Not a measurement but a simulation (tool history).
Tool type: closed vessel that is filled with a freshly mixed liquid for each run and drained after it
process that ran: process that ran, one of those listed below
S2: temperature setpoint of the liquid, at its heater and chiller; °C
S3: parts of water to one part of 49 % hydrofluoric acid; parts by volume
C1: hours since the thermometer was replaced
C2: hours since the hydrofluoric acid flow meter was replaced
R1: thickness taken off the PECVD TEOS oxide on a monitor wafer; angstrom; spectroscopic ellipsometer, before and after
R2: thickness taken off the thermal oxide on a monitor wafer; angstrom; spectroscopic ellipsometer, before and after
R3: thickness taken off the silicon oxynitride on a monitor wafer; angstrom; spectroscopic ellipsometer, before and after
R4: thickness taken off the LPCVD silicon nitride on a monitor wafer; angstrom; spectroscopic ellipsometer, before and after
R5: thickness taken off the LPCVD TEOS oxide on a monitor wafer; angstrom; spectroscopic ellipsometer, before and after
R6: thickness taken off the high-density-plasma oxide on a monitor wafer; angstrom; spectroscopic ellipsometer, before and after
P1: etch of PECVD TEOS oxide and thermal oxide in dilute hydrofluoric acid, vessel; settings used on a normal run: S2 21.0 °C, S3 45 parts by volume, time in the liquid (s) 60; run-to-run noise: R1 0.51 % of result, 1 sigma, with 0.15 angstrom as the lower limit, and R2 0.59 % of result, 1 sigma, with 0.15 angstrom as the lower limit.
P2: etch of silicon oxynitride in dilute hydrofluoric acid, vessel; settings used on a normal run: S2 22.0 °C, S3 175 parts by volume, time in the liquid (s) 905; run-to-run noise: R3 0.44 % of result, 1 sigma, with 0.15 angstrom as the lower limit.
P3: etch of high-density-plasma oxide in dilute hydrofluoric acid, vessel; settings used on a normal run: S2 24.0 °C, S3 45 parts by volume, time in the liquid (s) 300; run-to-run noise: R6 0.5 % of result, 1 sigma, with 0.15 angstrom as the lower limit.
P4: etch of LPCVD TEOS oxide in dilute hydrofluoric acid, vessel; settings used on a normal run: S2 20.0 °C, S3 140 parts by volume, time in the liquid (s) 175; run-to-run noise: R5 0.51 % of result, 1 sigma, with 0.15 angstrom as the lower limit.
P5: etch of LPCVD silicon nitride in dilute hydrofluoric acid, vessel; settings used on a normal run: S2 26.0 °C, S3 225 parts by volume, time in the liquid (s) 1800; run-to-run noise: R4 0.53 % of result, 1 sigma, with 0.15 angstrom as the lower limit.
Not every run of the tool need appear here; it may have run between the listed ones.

{"run": 1, "hour": 11.3, "process that ran": "P1", "S2": 21.0, "S3": 45, "time in the liquid (s)": 60, "C1": 479.7, "C2": 1573.9, "R1": 238.78, "R2": 57.705}
{"run": 2, "hour": 25.9, "process that ran": "P1", "S2": 21.0, "S3": 45, "time in the liquid (s)": 30, "C1": 494.3, "C2": 1588.5, "R1": 119.45, "R2": 29.103}
{"run": 3, "hour": 33.8, "process that ran": "P2", "S2": 22.0, "S3": 175, "time in the liquid (s)": 480, "C1": 502.2, "C2": 1596.4, "R3": 44.752}
{"run": 4, "hour": 41.6, "process that ran": "P5", "S2": 26.0, "S3": 225, "time in the liquid (s)": 3535, "C1": 510.0, "C2": 1604.2, "R4": 89.788}
{"run": 5, "hour": 55.3, "process that ran": "P4", "S2": 17.0, "S3": 140, "time in the liquid (s)": 175, "C1": 523.7, "C2": 1617.9, "R5": 151.52}
{"run": 6, "hour": 61.9, "process that ran": "P1", "S2": 28.5, "S3": 45, "time in the liquid (s)": 60, "C1": 530.3, "C2": 1624.5, "R1": 321.23, "R2": 78.815}
{"run": 7, "hour": 71.1, "process that ran": "P1", "S2": 21.0, "S3": 45, "time in the liquid (s)": 110, "C1": 539.5, "C2": 1633.7, "R1": 434.37, "R2": 105.77}
{"run": 8, "hour": 82.5, "process that ran": "P1", "S2": 21.0, "S3": 70, "time in the liquid (s)": 60, "C1": 550.9, "C2": 1645.1, "R1": 148.29, "R2": 36.202}
{"run": 9, "hour": 90.5, "process that ran": "P1", "S2": 21.0, "S3": 45, "time in the liquid (s)": 60, "C1": 558.9, "C2": 1653.1, "R1": 234.87, "R2": 58.228}
{"run": 10, "hour": 102.1, "process that ran": "P1", "S2": 21.0, "S3": 75, "time in the liquid (s)": 95, "C1": 570.5, "C2": 1664.7, "R1": 215.42, "R2": 52.542}
{"run": 11, "hour": 114.3, "process that ran": "P1", "S2": 17.0, "S3": 45, "time in the liquid (s)": 60, "C1": 582.7, "C2": 1676.9, "R1": 200.01, "R2": 48.826}
{"run": 12, "hour": 127.7, "process that ran": "P3", "S2": 24.0, "S3": 45, "time in the liquid (s)": 595, "C1": 596.1, "C2": 1690.3, "R6": 718.33}
{"run": 13, "hour": 136.5, "process that ran": "P2", "S2": 22.0, "S3": 60, "time in the liquid (s)": 905, "C1": 604.9, "C2": 1699.1, "R3": 270.98}
{"run": 14, "hour": 143.9, "process that ran": "P4", "S2": 20.0, "S3": 140, "time in the liquid (s)": 175, "C1": 612.3, "C2": 1706.5, "R5": 173.3}
{"run": 15, "hour": 154.8, "process that ran": "P1", "S2": 21.0, "S3": 20, "time in the liquid (s)": 60, "C1": 623.2, "C2": 1717.4, "R1": 548.38, "R2": 136.01}
{"run": 16, "hour": 163.3, "process that ran": "P5", "S2": 26.0, "S3": 225, "time in the liquid (s)": 1800, "C1": 631.7, "C2": 1725.9, "R4": 45.399}
{"run": 17, "hour": 171.2, "process that ran": "P2", "S2": 22.0, "S3": 175, "time in the liquid (s)": 905, "C1": 639.6, "C2": 1733.8, "R3": 84.063}
{"run": 18, "hour": 181.0, "process that ran": "P4", "S2": 20.0, "S3": 140, "time in the liquid (s)": 75, "C1": 649.4, "C2": 1743.6, "R5": 72.657}
{"run": 19, "hour": 192.9, "process that ran": "P4", "S2": 20.0, "S3": 35, "time in the liquid (s)": 175, "C1": 661.3, "C2": 1755.5, "R5": 767.0}

The next listed run, before its measurement:
{"run": 20, "hour": 203.7, "process that ran": "P3", "S2": 32.0, "S3": 45, "time in the liquid (s)": 300, "C1": 672.1, "C2": 1766.3, "R6": "?"}

R6: 491.69 angstrom
